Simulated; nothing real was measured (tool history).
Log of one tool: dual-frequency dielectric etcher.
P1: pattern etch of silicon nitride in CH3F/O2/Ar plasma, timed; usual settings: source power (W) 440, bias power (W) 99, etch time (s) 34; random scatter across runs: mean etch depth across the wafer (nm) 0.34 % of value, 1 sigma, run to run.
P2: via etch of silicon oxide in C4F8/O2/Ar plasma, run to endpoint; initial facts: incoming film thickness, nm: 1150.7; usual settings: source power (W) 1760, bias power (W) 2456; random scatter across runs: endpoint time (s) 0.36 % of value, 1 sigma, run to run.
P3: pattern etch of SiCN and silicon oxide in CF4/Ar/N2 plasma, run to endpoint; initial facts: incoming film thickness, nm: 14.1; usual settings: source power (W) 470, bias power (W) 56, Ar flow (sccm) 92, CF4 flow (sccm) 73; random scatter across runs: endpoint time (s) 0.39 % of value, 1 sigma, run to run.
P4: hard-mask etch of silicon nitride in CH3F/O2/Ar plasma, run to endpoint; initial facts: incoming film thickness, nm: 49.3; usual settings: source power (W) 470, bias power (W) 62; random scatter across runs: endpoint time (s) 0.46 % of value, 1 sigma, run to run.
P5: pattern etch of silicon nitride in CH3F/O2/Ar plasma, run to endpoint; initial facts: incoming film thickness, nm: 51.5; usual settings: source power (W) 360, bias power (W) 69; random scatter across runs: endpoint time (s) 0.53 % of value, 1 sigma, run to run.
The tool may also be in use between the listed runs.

run	day	process that ran	source power (W)	bias power (W)	etch time (s)	Ar flow (sccm)	CF4 flow (sccm)	hours since the last wet clean	hours since the last source power generator calibration	hours since the last bias power generator calibration	mean etch depth across the wafer (nm)	endpoint time (s)
1	0.462	P1	440	99	34			85.7	3330.7	2078.6	26.892	
2	1.025	P1	550	99	43			99.2	3344.2	2092.1	37.178	
3	1.712	P3	470	56		92	73	115.7	3360.7	2108.6		16.295
4	2.1	P3	590	56		92	73	125	3370	2117.9		13.404
5	2.875	P1	440	61	34			143.6	3388.6	2136.5	22.803	
6	3.612	P5	360	69				161.3	3406.3	2154.2		78.746
7	4.05	P1	340	99	34			171.8	3416.8	2164.7	24.595	
8	4.767	P1	440	99	34			189	3434	2181.9	26.963	
9	5.117	P1	440	99	44			197.4	3442.4	2190.3	34.797	
10	5.879	P2	1760	1837				215.7	3460.7	2208.6		258.63
11	6.6	P2	1270	2456				233	3478	2225.9		270.76
12	7.179	P4	470	75				246.9	3491.9	2239.8		66.949
13	7.733	P2	1760	2456				260.2	3505.2	2253.1		237.86
14	8.333	P5	360	69				274.6	3519.6	2267.5		79.251
15	8.679	P5	360	45				282.9	3527.9	2275.8		91.504
16	9.425	P1	440	99	34			300.8	3545.8	2293.7	26.987	
17	9.817	P5	220	69				310.2	3555.2	2303.1		95.42
18	10.558	P4	660	62				328	3573	2320.9		63.07
19	11.183	P3	470	56		92	57	343	3588	2335.9		16.892
# day 11.625: source power generator calibrated
20	11.95	P1	440	99	19			361.4	7.8	2354.3	15.049	
21	12.371	P4	470	62				371.5	17.9	2364.4		71.595
22	12.762	P1	440	127	34			380.9	27.3	2373.8	29.44	
23	13.317	P4	470	62				394.2	40.6	2387.1		71.856
24	13.683	P2	1760	2456				403	49.4	2395.9		239.34
25	14.188	P1	590	99	34			415.1	61.5	2408	30.158	
26	14.867	P1	350	99	19			431.4	77.8	2424.3	13.846	
27	15.662	P3	470	56		92	73	450.5	96.9	2443.4		16.381
28	16.417	P3	470	56		112	73	468.6	115	2461.5		16.805
29	16.858	P1	570	99	18.5			479.2	125.6	2472.1	16.109	
30	17.617	P1	440	99	34			497.4	143.8	2490.3	27.044	
31	18.346	P3	470	43		92	73	514.9	161.3	2507.8		17.677
32	19.025	P1	440	99	34			531.2	177.6	2524.1	27.033	
33	19.671	P1	440	99	34			546.7	193.1	2539.6	26.882	
34	20.246	P1	440	99	34			560.5	206.9	2553.4	27.049	
35	20.996	P1	440	99	34			578.5	224.9	2571.4	27.155	
36	21.346	P1	440	99	34			586.9	233.3	2579.8	27.264	
37	21.988	P1	440	99	34			602.3	248.7	2595.2	27.314	
38	22.342	P1	440	99	34			610.8	257.2	2603.7	27.315	
# day 22.358: wet clean of the chamber
39	22.938	P1	440	99	34			14	271.5	2618	27.252	
40	23.588	P1	440	99	34			29.6	287.1	2633.6	27.396	
41	24.279	P1	440	99	34			46.2	303.7	2650.2	27.472	
42	25.017	P1	440	99	34			63.9	321.4	2667.9	27.212	
43	25.592	P1	440	99	34			77.7	335.2	2681.7	27.538	

What P1 gives has crept off from where it sat before. The 2 causes that follow fit the log equally well, each at the size noted:
A: bias power that arrives over what is set, % = 4.8
B: source power that arrives over what is set, % = 4.7
At approximately day 19.671, the process output began to creep.
All other causes, with the reason each is excluded:
chamber walls in a state that raises the etch rate, %: serviced at day 22.358, after the drift had started, without restoring the earlier output

Consider the 4 check runs below, whose results appear as question marks and each of which averages 2 wafers. Which one distinguishes the causes, in that each cause would give it a clearly different result?
check 1	26.167	P5	360	69								?
check 2	26.167	P4	470	62								?
check 3	26.167	P2	1760	2456								?
check 4	26.167	P3	470	56		92	73					?

What each check would give under each cause:
check	result	if A	if B
check 1	endpoint time (s)	78.172	78.069
check 2	endpoint time (s)	70.463	70.302
check 3	endpoint time (s)	234.51	233.6
check 4	endpoint time (s)	16.081	15.664
Separation of the two closest causes in each check, using whichever result separates them best: check 1 0.13 %; check 2 0.23 %; check 3 0.39 %; check 4 2.63 %
Only in check 4 would the causes give clearly different results; in the remaining checks their results would be nearly the same.

Check 4 was then run and gave: endpoint time (s) 15.689. Which cause is it?

It was cause B: source power that arrives over what is set, %.
